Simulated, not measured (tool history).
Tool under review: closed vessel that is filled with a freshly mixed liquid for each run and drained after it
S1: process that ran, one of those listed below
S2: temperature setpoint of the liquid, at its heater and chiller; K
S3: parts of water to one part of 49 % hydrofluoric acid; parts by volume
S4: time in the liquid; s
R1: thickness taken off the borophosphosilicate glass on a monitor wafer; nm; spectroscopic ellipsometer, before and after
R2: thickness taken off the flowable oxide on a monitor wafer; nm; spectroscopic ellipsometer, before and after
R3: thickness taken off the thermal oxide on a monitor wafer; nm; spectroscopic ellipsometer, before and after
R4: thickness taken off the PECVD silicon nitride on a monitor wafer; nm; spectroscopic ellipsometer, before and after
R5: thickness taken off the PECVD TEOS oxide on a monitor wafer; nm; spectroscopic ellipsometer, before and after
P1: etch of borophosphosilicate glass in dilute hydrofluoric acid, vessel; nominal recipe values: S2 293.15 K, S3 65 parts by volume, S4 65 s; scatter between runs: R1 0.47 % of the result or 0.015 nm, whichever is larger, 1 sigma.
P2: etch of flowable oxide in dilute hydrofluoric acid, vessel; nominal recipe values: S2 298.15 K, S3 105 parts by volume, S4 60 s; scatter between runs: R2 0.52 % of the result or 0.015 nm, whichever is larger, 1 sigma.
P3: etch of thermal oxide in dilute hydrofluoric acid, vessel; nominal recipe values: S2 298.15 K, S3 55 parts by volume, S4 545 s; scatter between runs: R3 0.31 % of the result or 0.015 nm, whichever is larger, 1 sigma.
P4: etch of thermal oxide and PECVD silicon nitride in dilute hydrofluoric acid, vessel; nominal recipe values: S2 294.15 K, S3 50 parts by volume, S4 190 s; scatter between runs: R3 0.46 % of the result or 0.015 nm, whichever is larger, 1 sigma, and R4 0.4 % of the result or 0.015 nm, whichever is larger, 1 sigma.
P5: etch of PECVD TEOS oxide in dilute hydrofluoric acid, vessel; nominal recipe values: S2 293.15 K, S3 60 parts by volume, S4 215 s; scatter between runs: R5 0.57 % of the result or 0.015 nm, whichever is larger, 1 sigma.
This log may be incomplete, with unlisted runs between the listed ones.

run	hour	S1	S2	S3	S4	R1	R2	R3	R4	R5
1	3.8	P1	293.15	65	65	22.978				
2	8.7	P2	298.15	105	60		20.637			
3	13.6	P1	300.15	25	65	83.804				
4	18	P1	293.15	65	65	22.834				
5	23.2	P1	293.15	65	65	22.687				
6	26.5	P1	293.15	65	65	22.837				
7	29.3	P4	294.15	20	190			43.405	19.508	
8	33.3	P1	293.15	65	65	22.967				
9	36.5	P3	298.15	55	240			22.302		
10	39	P3	298.15	100	545			26.203		
11	41.4	P5	293.15	60	100					27.467
12	44.4	P1	293.15	90	65	15.983				
13	49.5	P2	292.65	105	60		16.456			
14	51.9	P1	298.65	65	65	28.673				
15	54.2	P3	298.15	55	545			50.835		
16	59.1	P5	293.15	60	215					59.65
17	63.9	P1	293.15	65	130	45.703				
18	66.3	P5	290.15	60	215					52.366
19	71	P2	298.15	105	110		38.047			
20	75.8	P3	304.65	55	545			65.286		
21	79.1	P1	293.15	65	35	12.463				
22	83.2	P1	293.15	40	65	38.429				
23	87.8	P1	290.15	65	65	20.053				
24	90.9	P4	294.15	50	30			2.6416	1.2551	
25	95	P5	293.15	20	215					187.66
26	98.8	P1	293.15	65	65	22.971				
27	102.7	P1	296.65	110	65	14.748				
28	107.1	P5	293.15	60	215					59.094
# hour 110.9: hydrofluoric acid flow meter replaced
29	111.9	P3	298.15	55	545			50.268		
30	116.3	P4	294.15	50	190			16.75	8.0315	

Forecast run 31:
31	120.9	P4	290.15	50	190			?	?	

Run 31 yielded R3 14.122 nm, R4 6.076 nm.
